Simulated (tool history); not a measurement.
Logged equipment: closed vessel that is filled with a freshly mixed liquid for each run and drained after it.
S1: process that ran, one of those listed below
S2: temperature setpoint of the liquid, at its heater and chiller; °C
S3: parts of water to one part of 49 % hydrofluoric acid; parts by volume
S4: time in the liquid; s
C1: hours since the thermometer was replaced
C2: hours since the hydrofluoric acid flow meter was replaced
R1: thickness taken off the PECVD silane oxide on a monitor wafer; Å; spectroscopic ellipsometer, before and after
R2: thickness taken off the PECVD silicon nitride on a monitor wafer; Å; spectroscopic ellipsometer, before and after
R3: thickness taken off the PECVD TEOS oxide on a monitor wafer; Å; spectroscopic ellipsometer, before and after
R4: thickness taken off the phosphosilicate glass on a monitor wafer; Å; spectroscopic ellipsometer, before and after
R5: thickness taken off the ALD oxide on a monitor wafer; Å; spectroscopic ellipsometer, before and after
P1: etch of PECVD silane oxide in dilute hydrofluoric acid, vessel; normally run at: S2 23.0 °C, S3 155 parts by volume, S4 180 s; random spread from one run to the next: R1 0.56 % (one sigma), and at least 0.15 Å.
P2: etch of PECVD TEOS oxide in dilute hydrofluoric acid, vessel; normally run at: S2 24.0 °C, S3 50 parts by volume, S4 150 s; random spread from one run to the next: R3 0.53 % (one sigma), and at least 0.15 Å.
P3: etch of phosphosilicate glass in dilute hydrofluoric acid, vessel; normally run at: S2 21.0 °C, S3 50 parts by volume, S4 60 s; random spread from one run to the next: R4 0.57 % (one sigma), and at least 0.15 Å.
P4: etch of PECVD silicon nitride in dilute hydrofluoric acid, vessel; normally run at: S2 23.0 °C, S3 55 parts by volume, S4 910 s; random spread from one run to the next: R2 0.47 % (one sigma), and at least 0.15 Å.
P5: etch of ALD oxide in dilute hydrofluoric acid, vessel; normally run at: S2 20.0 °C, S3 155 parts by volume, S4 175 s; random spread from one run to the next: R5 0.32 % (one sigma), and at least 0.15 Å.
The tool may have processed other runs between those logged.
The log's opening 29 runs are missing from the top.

{"run": 30, "hour": 334.2, "S1": "P1", "S2": 30.0, "S3": 155, "S4": 180, "C1": 932.0, "C2": 1384.1, "R1": 494.61}
{"run": 31, "hour": 345.0, "S1": "P1", "S2": 23.0, "S3": 155, "S4": 180, "C1": 942.8, "C2": 1394.9, "R1": 383.28}
{"run": 32, "hour": 358.8, "S1": "P1", "S2": 23.0, "S3": 155, "S4": 180, "C1": 956.6, "C2": 1408.7, "R1": 372.93}
{"run": 33, "hour": 365.8, "S1": "P1", "S2": 23.0, "S3": 155, "S4": 180, "C1": 963.6, "C2": 1415.7, "R1": 370.91}
{"run": 34, "hour": 376.0, "S1": "P1", "S2": 23.0, "S3": 155, "S4": 180, "C1": 973.8, "C2": 1425.9, "R1": 363.68}
{"run": 35, "hour": 387.8, "S1": "P1", "S2": 23.0, "S3": 155, "S4": 180, "C1": 985.6, "C2": 1437.7, "R1": 360.29}
{"run": 36, "hour": 399.3, "S1": "P1", "S2": 23.0, "S3": 155, "S4": 180, "C1": 997.1, "C2": 1449.2, "R1": 358.06}
{"run": 37, "hour": 408.0, "S1": "P1", "S2": 23.0, "S3": 155, "S4": 180, "C1": 1005.8, "C2": 1457.9, "R1": 358.56}
{"run": 38, "hour": 419.3, "S1": "P1", "S2": 23.0, "S3": 155, "S4": 180, "C1": 1017.1, "C2": 1469.2, "R1": 359.96}

Run 39 comes next. What will it give?
{"run": 39, "hour": 431.2, "S1": "P1", "S2": 23.0, "S3": 155, "S4": 180, "C1": 1029.0, "C2": 1481.1, "R1": "?"}

R1: 358.470 Å

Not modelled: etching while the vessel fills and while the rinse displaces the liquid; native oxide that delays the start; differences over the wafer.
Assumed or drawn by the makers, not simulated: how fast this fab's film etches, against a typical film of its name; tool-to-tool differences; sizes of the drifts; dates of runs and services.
